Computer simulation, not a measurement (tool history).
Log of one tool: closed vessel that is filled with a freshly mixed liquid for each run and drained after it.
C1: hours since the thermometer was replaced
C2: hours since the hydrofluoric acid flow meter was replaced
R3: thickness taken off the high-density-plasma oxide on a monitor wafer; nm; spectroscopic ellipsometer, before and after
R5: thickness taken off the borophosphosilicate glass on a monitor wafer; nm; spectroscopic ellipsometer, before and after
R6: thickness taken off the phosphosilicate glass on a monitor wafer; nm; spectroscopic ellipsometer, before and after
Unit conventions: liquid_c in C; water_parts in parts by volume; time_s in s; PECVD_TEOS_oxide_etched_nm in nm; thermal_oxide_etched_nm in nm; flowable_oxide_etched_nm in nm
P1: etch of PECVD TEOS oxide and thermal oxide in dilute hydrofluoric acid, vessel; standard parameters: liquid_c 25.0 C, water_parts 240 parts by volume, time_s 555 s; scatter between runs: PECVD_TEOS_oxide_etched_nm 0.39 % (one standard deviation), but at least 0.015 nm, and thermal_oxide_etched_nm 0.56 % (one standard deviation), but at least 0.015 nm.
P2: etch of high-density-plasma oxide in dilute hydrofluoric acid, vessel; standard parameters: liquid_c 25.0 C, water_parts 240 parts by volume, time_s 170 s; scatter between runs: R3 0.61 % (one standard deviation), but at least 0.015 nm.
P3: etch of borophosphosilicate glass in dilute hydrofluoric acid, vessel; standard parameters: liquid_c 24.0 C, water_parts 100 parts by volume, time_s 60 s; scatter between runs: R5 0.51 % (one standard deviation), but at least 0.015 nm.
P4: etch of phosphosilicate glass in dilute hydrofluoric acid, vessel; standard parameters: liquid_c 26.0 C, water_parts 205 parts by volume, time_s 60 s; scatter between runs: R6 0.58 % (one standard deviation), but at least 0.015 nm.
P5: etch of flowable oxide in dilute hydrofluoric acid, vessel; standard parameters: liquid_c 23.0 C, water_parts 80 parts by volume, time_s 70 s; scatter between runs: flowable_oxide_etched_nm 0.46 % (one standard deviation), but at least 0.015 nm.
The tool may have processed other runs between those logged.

Run 1, hour 18.1: process P1, liquid_c 25.0 C, water_parts 240 parts by volume, time_s 555 s; C1 417.4; C2 870.2. Result: PECVD_TEOS_oxide_etched_nm 42.208 nm, thermal_oxide_etched_nm 9.5817 nm.
Run 2, hour 29.5: process P1, liquid_c 31.5 C, water_parts 240 parts by volume, time_s 555 s; C1 428.8; C2 881.6. Result: PECVD_TEOS_oxide_etched_nm 52.435 nm, thermal_oxide_etched_nm 11.8680 nm.
Run 3, hour 44.2: process P1, liquid_c 25.0 C, water_parts 240 parts by volume, time_s 555 s; C1 443.5; C2 896.3. Result: PECVD_TEOS_oxide_etched_nm 41.903 nm, thermal_oxide_etched_nm 9.6177 nm.
Run 4, hour 58.7: process P2, liquid_c 19.0 C, water_parts 240 parts by volume, time_s 170 s; C1 458.0; C2 910.8. Result: R3 3.9472 nm.
Run 5, hour 69.8: process P1, liquid_c 25.0 C, water_parts 240 parts by volume, time_s 215 s; C1 469.1; C2 921.9. Result: PECVD_TEOS_oxide_etched_nm 16.365 nm, thermal_oxide_etched_nm 3.6714 nm.
Run 6, hour 87.8: process P5, liquid_c 23.0 C, water_parts 80 parts by volume, time_s 120 s; C1 487.1; C2 939.9. Result: flowable_oxide_etched_nm 45.429 nm.
Run 7, hour 98.1: process P2, liquid_c 25.0 C, water_parts 240 parts by volume, time_s 80 s; C1 497.4; C2 950.2. Result: R3 2.3431 nm.
Run 8, hour 116.1: process P3, liquid_c 30.5 C, water_parts 100 parts by volume, time_s 60 s; C1 515.4; C2 968.2. Result: R5 53.864 nm.
Run 9, hour 133.9: process P1, liquid_c 17.0 C, water_parts 240 parts by volume, time_s 555 s; C1 533.2; C2 986.0. Result: PECVD_TEOS_oxide_etched_nm 31.168 nm, thermal_oxide_etched_nm 7.0623 nm.
Run 10, hour 152.1: process P1, liquid_c 25.0 C, water_parts 240 parts by volume, time_s 1015 s; C1 551.4; C2 1004.2. Result: PECVD_TEOS_oxide_etched_nm 76.577 nm, thermal_oxide_etched_nm 17.5900 nm.
Run 11, hour 169.3: process P3, liquid_c 24.0 C, water_parts 100 parts by volume, time_s 115 s; C1 568.6; C2 1021.4. Result: R5 80.376 nm.
Run 12, hour 179.3: process P1, liquid_c 25.0 C, water_parts 240 parts by volume, time_s 555 s; C1 578.6; C2 1031.4. Result: PECVD_TEOS_oxide_etched_nm 41.687 nm, thermal_oxide_etched_nm 9.5343 nm.
Run 13, hour 197.8: process P4, liquid_c 26.0 C, water_parts 205 parts by volume, time_s 110 s; C1 597.1; C2 1049.9. Result: R6 46.917 nm.
Run 14, hour 214.3: process P1, liquid_c 25.0 C, water_parts 240 parts by volume, time_s 555 s; C1 613.6; C2 1066.4. Result: PECVD_TEOS_oxide_etched_nm 41.869 nm, thermal_oxide_etched_nm 9.5177 nm.
At hour 216.9: thermometer replaced.
Run 15, hour 233.2: process P4, liquid_c 26.0 C, water_parts 320 parts by volume, time_s 60 s; C1 16.4; C2 1085.3. Result: R6 14.478 nm.
Run 16, hour 245.6: process P1, liquid_c 25.0 C, water_parts 375 parts by volume, time_s 555 s; C1 28.8; C2 1097.7. Result: PECVD_TEOS_oxide_etched_nm 23.469 nm, thermal_oxide_etched_nm 5.4060 nm.
Run 17, hour 261.8: process P1, liquid_c 29.5 C, water_parts 240 parts by volume, time_s 190 s; C1 45.0; C2 1113.9. Result: PECVD_TEOS_oxide_etched_nm 16.776 nm, thermal_oxide_etched_nm 3.8557 nm.
Run 18, hour 271.8: process P1, liquid_c 21.0 C, water_parts 240 parts by volume, time_s 220 s; C1 55.0; C2 1123.9. Result: PECVD_TEOS_oxide_etched_nm 14.437 nm, thermal_oxide_etched_nm 3.2779 nm.
Run 19, hour 283.4: process P1, liquid_c 25.0 C, water_parts 240 parts by volume, time_s 555 s; C1 66.6; C2 1135.5. Result: PECVD_TEOS_oxide_etched_nm 41.697 nm, thermal_oxide_etched_nm 9.6164 nm.
Run 20, hour 292.2: process P3, liquid_c 24.0 C, water_parts 185 parts by volume, time_s 60 s; C1 75.4; C2 1144.3. Result: R5 20.366 nm.
Run 21, hour 306.3: process P2, liquid_c 25.0 C, water_parts 240 parts by volume, time_s 170 s; C1 89.5; C2 1158.4. Result: R3 4.9398 nm.
Run 22, hour 323.6: process P5, liquid_c 17.0 C, water_parts 80 parts by volume, time_s 70 s; C1 106.8; C2 1175.7. Result: flowable_oxide_etched_nm 20.755 nm.
Run 23, hour 341.7: process P1, liquid_c 25.0 C, water_parts 240 parts by volume, time_s 555 s; C1 124.9; C2 1193.8. Result: PECVD_TEOS_oxide_etched_nm 42.003 nm, thermal_oxide_etched_nm 9.6044 nm.
Run 24, hour 350.5: process P5, liquid_c 23.0 C, water_parts 20 parts by volume, time_s 70 s; C1 133.7; C2 1202.6. Result: flowable_oxide_etched_nm 114.360 nm.
Run 25, hour 362.3: process P2, liquid_c 25.0 C, water_parts 140 parts by volume, time_s 170 s; C1 145.5; C2 1214.4. Result: R3 9.4608 nm.
Run 26, hour 377.9: process P4, liquid_c 26.0 C, water_parts 205 parts by volume, time_s 60 s; C1 161.1; C2 1230.0. Result: R6 25.485 nm.
Run 27, hour 394.5: process P4, liquid_c 20.5 C, water_parts 205 parts by volume, time_s 60 s; C1 177.7; C2 1246.6. Result: R6 20.583 nm.
Run 28, hour 408.7: process P1, liquid_c 25.0 C, water_parts 240 parts by volume, time_s 555 s; C1 191.9; C2 1260.8. Result: PECVD_TEOS_oxide_etched_nm 41.925 nm, thermal_oxide_etched_nm 9.5764 nm.
Run 29, hour 427.7: process P3, liquid_c 24.0 C, water_parts 100 parts by volume, time_s 60 s; C1 210.9; C2 1279.8. Result: R5 42.151 nm.
Run 30, hour 437.6: process P5, liquid_c 23.0 C, water_parts 80 parts by volume, time_s 70 s; C1 220.8; C2 1289.7. Result: flowable_oxide_etched_nm 26.675 nm.
Run 31, hour 456.4: process P1, liquid_c 25.0 C, water_parts 90 parts by volume, time_s 555 s; C1 239.6; C2 1308.5. Result: PECVD_TEOS_oxide_etched_nm 133.810 nm, thermal_oxide_etched_nm 30.3970 nm.
Run 32, hour 465.6: process P5, liquid_c 23.0 C, water_parts 80 parts by volume, time_s 70 s; C1 248.8; C2 1317.7. Result: flowable_oxide_etched_nm 26.720 nm.
Run 33, hour 480.6: process P1, liquid_c 25.0 C, water_parts 240 parts by volume, time_s 555 s; C1 263.8; C2 1332.7. Result: PECVD_TEOS_oxide_etched_nm 41.846 nm, thermal_oxide_etched_nm 9.5437 nm.
Run 34, hour 496.5: process P1, liquid_c 25.0 C, water_parts 240 parts by volume, time_s 555 s; C1 279.7; C2 1348.6. Result: PECVD_TEOS_oxide_etched_nm 40.739 nm, thermal_oxide_etched_nm 9.3381 nm.
Run 35, hour 508.0: process P1, liquid_c 25.0 C, water_parts 240 parts by volume, time_s 555 s; C1 291.2; C2 1360.1. Result: PECVD_TEOS_oxide_etched_nm 39.977 nm, thermal_oxide_etched_nm 9.1470 nm.
Run 36, hour 527.0: process P1, liquid_c 25.0 C, water_parts 240 parts by volume, time_s 555 s; C1 310.2; C2 1379.1. Result: PECVD_TEOS_oxide_etched_nm 39.657 nm, thermal_oxide_etched_nm 9.0589 nm.
Run 37, hour 544.3: process P1, liquid_c 25.0 C, water_parts 240 parts by volume, time_s 555 s; C1 327.5; C2 1396.4. Result: PECVD_TEOS_oxide_etched_nm 39.026 nm, thermal_oxide_etched_nm 9.0402 nm.
Run 38, hour 553.8: process P1, liquid_c 25.0 C, water_parts 240 parts by volume, time_s 555 s; C1 337.0; C2 1405.9. Result: PECVD_TEOS_oxide_etched_nm 39.172 nm, thermal_oxide_etched_nm 8.8794 nm.
Run 39, hour 565.3: process P1, liquid_c 25.0 C, water_parts 240 parts by volume, time_s 555 s; C1 348.5; C2 1417.4. Result: PECVD_TEOS_oxide_etched_nm 38.865 nm, thermal_oxide_etched_nm 8.8438 nm.
Run 40, hour 583.7: process P1, liquid_c 25.0 C, water_parts 240 parts by volume, time_s 555 s; C1 366.9; C2 1435.8. Result: PECVD_TEOS_oxide_etched_nm 38.981 nm, thermal_oxide_etched_nm 8.9465 nm.
Run 41, hour 602.3: process P1, liquid_c 25.0 C, water_parts 240 parts by volume, time_s 555 s; C1 385.5; C2 1454.4. Result: PECVD_TEOS_oxide_etched_nm 39.186 nm, thermal_oxide_etched_nm 8.9729 nm.

The log shows P1 creeping away from where it was. Any of the 2 causes listed here, at the size stated for it, fits the log just as well as the others:
A: hydrofluoric acid flow below the setpoint (%) = 5.64
B: liquid colder than its thermometer reads (K) = 2.03
Creep in the process output first set in at about hour 480.6.

Below are 4 check runs, each averaged over 2 wafers, with their results shown as question marks. Which of them would give clearly different results depending on which cause is behind the drift?
Run check 1, hour 620.9: process P3, liquid_c 24.0 C, water_parts 165 parts by volume, time_s 95 s. Result: R5 ?.
Run check 2, hour 620.9: process P4, liquid_c 23.0 C, water_parts 205 parts by volume, time_s 80 s. Result: R6 ?.
Run check 3, hour 620.9: process P2, liquid_c 21.5 C, water_parts 240 parts by volume, time_s 105 s. Result: R3 ?.
Run check 4, hour 620.9: process P5, liquid_c 17.0 C, water_parts 30 parts by volume, time_s 70 s. Result: flowable_oxide_etched_nm ?.

What each check would give under each cause:
  check                    result    if A    if B
check 1                        R5  34.707  34.410
check 2                        R6  28.285  28.124
check 3                        R3  2.4879  2.4775
check 4  flowable_oxide_etched_nm  55.030  53.393
Distance between the nearest two causes, measured in the result of the check that separates them most: check 1 0.86 %; check 2 0.57 %; check 3 0.42 %; check 4 3.02 %
Check 4 is the one run that separates the causes; every other check would come out nearly the same whichever cause is at work.

Check 4 was then run and gave: flowable_oxide_etched_nm 54.806 nm. Which cause is it?

The cause is A: hydrofluoric acid flow below the setpoint (%).

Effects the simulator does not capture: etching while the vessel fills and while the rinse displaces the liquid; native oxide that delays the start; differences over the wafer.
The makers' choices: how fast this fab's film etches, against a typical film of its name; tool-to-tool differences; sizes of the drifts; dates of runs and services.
